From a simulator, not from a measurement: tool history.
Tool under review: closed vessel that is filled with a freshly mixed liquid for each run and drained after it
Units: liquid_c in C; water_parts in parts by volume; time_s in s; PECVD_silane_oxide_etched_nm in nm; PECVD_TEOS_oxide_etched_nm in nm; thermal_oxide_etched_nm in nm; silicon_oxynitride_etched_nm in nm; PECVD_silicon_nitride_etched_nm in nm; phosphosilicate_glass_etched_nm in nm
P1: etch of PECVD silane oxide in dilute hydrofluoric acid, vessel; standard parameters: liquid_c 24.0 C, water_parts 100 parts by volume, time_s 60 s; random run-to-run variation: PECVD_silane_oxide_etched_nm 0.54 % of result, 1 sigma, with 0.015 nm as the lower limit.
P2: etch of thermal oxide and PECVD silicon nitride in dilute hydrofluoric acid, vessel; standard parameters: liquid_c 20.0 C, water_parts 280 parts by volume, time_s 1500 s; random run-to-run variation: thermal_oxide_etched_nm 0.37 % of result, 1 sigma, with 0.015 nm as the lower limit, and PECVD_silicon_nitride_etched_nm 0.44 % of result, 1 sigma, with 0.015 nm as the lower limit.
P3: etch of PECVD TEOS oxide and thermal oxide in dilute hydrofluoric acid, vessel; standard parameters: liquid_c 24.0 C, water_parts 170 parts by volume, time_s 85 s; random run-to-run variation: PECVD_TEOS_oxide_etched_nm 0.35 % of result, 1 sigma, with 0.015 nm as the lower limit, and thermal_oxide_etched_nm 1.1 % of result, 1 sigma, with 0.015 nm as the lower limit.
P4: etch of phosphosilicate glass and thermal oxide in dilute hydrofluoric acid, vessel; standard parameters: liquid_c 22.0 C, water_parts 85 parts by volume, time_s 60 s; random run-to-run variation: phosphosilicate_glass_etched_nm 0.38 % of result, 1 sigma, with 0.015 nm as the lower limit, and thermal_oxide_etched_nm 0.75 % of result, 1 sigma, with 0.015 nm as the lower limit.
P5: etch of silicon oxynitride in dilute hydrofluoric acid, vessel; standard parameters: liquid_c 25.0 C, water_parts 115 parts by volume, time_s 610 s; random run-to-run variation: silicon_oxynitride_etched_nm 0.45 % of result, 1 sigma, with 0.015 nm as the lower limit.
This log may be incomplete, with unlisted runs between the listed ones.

run,hour,process,liquid_c,water_parts,time_s,hours since the thermometer was replaced,hours since the hydrofluoric acid flow meter was replaced,PECVD_silane_oxide_etched_nm,PECVD_TEOS_oxide_etched_nm,thermal_oxide_etched_nm,silicon_oxynitride_etched_nm,PECVD_silicon_nitride_etched_nm,phosphosilicate_glass_etched_nm
1,5.0,P1,24.0,100,60,760.6,482.7,14.5880,,,,,
2,9.6,P1,24.0,100,30,765.2,487.3,7.1961,,,,,
3,18.2,P3,29.0,170,85,773.8,495.9,,6.8167,2.4391,,,
4,26.8,P1,20.0,100,60,782.4,504.5,12.3080,,,,,
5,32.1,P3,24.0,170,85,787.7,509.8,,5.6232,2.0504,,,
6,36.2,P5,25.0,200,610,791.8,513.9,,,,14.733,,
7,40.3,P5,25.0,115,965,795.9,518.0,,,,43.293,,
8,46.1,P1,24.0,25,60,801.7,523.8,63.0210,,,,,
9,52.0,P2,17.0,280,1500,807.6,529.7,,,15.8790,,8.7000,
10,58.3,P2,20.0,280,1500,813.9,536.0,,,17.7790,,10.5140,
11,65.8,P2,20.0,475,1500,821.4,543.5,,,8.8950,,6.3914,
12,71.2,P1,24.0,175,60,826.8,548.9,7.5374,,,,,
13,78.3,P1,20.5,100,30,833.9,556.0,6.2212,,,,,
14,86.5,P5,21.0,115,610,842.1,564.2,,,,22.449,,
15,93.3,P4,26.0,85,60,848.9,571.0,,,3.8548,,,121.66
16,101.6,P3,24.0,170,165,857.2,579.3,,10.9720,4.0710,,,
17,110.1,P4,22.0,85,115,865.7,587.8,,,6.2803,,,197.29
18,115.8,P4,22.0,85,60,871.4,593.5,,,3.2393,,,104.13
19,120.2,P2,20.0,280,305,875.8,597.9,,,3.6307,,2.1486,
20,126.3,P1,24.0,100,60,881.9,604.0,14.3440,,,,,
21,130.5,P4,22.0,20,60,886.1,608.2,,,15.0950,,,476.11
22,139.0,P1,24.0,100,60,894.6,616.7,14.3240,,,,,
23,142.9,P3,24.0,35,85,898.5,620.6,,32.4030,11.9770,,,
24,150.0,P1,30.0,100,60,905.6,627.7,18.1830,,,,,
25,156.3,P2,20.0,280,1500,911.9,634.0,,,17.7720,,10.5460,
26,163.5,P1,24.0,100,110,919.1,641.2,26.4090,,,,,
27,170.9,P1,24.0,100,60,926.5,648.6,14.2760,,,,,
28,179.1,P1,24.0,100,60,934.7,656.8,14.3690,,,,,
29,183.0,P5,25.0,115,610,938.6,660.7,,,,27.187,,
30,188.3,P1,24.0,100,60,943.9,666.0,14.4010,,,,,
31,192.9,P1,24.0,100,60,948.5,670.6,14.6140,,,,,
32,197.4,P1,24.0,100,60,953.0,675.1,14.6760,,,,,
33,205.0,P1,24.0,100,60,960.6,682.7,14.9550,,,,,
34,212.0,P1,24.0,100,60,967.6,689.7,14.9740,,,,,
35,218.8,P1,24.0,100,60,974.4,696.5,15.0620,,,,,
36,226.6,P1,24.0,100,60,982.2,704.3,15.2100,,,,,
37,231.6,P1,24.0,100,60,987.2,709.3,15.3020,,,,,
38,238.5,P1,24.0,100,60,994.1,716.2,15.0810,,,,,
39,245.9,P1,24.0,100,60,1001.5,723.6,15.3200,,,,,

What P1 gives has crept off from where it sat before. The 2 causes that follow fit the log equally well, each at the size noted:
A: hydrofluoric acid flow above the setpoint (%) = 5.07
B: liquid hotter than its thermometer reads (K) = 1.41
The drift started at roughly hour 188.3.

Consider the 4 single-wafer check runs listed below, results given as question marks: which one distinguishes between the causes by giving clearly different results for each?
check 1,253.3,P3,24.0,170,85,,,,?,?,,,
check 2,253.3,P2,20.0,280,1500,,,,,?,,?,
check 3,253.3,P4,22.0,85,60,,,,,?,,,?
check 4,253.3,P5,25.0,115,610,,,,,,?,,

Outcome of each check run for each possible cause:
check,result,if A,if B
check 1,PECVD_TEOS_oxide_etched_nm,6.0046,5.9696
check 1,thermal_oxide_etched_nm,2.1908,2.1780
check 2,thermal_oxide_etched_nm,18.9130,18.7210
check 2,PECVD_silicon_nitride_etched_nm,11.1290,11.6020
check 3,thermal_oxide_etched_nm,3.4415,3.4510
check 3,phosphosilicate_glass_etched_nm,109.23,109.53
check 4,silicon_oxynitride_etched_nm,28.734,29.047
Smallest distance between any two causes, each pair judged by its most separating result, in per cent: check 1 0.58 %; check 2 4.16 %; check 3 0.28 %; check 4 1.08 %
The causes can be told apart only by check 2. The other checks would give nearly the same results under each of them.

After running check 2, the following was obtained: thermal_oxide_etched_nm 18.9210 nm; PECVD_silicon_nitride_etched_nm 11.0780 nm. Which cause does this point to?

It is A: hydrofluoric acid flow above the setpoint (%).

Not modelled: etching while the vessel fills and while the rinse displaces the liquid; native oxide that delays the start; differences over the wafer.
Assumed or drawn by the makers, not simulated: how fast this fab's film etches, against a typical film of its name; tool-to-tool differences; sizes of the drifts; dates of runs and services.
